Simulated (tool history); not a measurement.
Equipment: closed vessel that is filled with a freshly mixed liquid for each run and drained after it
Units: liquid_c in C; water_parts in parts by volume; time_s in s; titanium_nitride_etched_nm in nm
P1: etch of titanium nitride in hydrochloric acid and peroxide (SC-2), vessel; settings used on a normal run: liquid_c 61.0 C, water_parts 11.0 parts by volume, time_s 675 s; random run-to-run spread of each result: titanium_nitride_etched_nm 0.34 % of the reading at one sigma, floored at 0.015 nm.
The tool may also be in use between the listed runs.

run    day  liquid_c  water_parts  time_s  titanium_nitride_etched_nm
  1  0.217      61.0         11.0     675                     28.2820
  2  0.483      61.0         11.0     675                     28.4080
  3  0.725      61.0         18.5     675                     17.8590
  4  1.167      44.5         11.0     675                      9.5971
  5  1.383      61.0         11.0     675                     28.2070
  6  1.754      61.0          4.0     675                     61.3660
  7  2.125      46.0         18.5     675                      6.7707
  8  2.446      61.0         11.0     675                     28.3030
  9  2.892      72.0         11.0     675                     55.2160
 10  3.188      61.0         11.0     675                     28.3430
 11  3.392      61.0         11.0     350                     14.5910
 12  3.829      61.0         11.0    1115                     46.7690
 13  4.146      72.0          4.5     675                    110.1800
 14  4.575      61.0         11.0     675                     28.3740
 15  4.871      61.0         11.0     675                     27.4800
 16  5.267      61.0         11.0     675                     26.7650

For run 17, what comes out?
 17  5.575      61.0         11.0     675                           ?

Run 17 yielded titanium_nitride_etched_nm 26.3520 nm.
